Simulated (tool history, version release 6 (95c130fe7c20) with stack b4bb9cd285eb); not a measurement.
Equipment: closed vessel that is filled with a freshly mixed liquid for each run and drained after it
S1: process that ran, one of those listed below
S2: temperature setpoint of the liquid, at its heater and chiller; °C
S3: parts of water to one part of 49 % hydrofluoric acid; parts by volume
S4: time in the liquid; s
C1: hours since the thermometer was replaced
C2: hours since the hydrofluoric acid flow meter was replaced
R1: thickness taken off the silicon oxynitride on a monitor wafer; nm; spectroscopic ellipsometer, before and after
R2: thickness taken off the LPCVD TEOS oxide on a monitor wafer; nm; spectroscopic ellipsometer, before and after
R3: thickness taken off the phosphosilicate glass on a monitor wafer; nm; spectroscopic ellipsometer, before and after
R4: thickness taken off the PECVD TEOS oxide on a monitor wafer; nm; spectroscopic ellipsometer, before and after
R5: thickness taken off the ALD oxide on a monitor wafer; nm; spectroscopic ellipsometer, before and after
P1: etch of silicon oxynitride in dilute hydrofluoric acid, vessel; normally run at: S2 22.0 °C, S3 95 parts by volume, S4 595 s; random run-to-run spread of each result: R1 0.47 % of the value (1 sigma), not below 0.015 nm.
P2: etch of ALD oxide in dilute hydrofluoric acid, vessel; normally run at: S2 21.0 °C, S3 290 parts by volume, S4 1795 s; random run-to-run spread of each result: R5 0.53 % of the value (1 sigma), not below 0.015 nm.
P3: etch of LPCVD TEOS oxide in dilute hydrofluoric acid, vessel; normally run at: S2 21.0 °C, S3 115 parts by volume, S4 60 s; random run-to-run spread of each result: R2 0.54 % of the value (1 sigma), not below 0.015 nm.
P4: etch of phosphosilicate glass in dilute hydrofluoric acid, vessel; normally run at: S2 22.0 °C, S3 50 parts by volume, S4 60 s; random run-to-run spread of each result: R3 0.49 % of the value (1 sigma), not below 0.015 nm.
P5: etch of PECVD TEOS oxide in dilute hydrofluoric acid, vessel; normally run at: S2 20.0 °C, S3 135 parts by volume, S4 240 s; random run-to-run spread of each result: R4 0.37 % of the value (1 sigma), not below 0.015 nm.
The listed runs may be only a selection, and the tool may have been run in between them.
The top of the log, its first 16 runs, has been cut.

run,hour,S1,S2,S3,S4,C1,C2,R1,R2,R3,R4,R5
17,143.1,P2,21.0,455,1795,1088.6,31.3,,,,,27.417
18,149.3,P1,22.0,95,30,1094.8,37.5,1.0884,,,,
19,155.5,P1,22.0,95,595,1101.0,43.7,21.7420,,,,
20,165.8,P2,21.0,290,3030,1111.3,54.0,,,,,83.776
21,175.8,P5,20.0,135,240,1121.3,64.0,,,,28.570,
22,182.4,P5,20.0,135,480,1127.9,70.6,,,,56.939,
23,189.7,P4,22.0,50,60,1135.2,77.9,,,235.52,,
24,199.2,P5,17.0,135,240,1144.7,87.4,,,,25.138,
25,208.3,P1,22.0,95,595,1153.8,96.5,21.8050,,,,
26,218.6,P3,21.0,30,60,1164.1,106.8,,66.0000,,,
27,227.6,P1,22.0,165,595,1173.1,115.8,11.9340,,,,
28,235.2,P3,21.0,115,60,1180.7,123.4,,15.4340,,,
29,243.7,P2,17.0,290,1795,1189.2,131.9,,,,,42.790
30,254.7,P3,17.0,115,60,1200.2,142.9,,13.2260,,,

Run 31 comes next. What will it give?
31,261.7,P1,22.0,95,595,1207.2,149.9,?,,,,

R1: 21.6150 nm
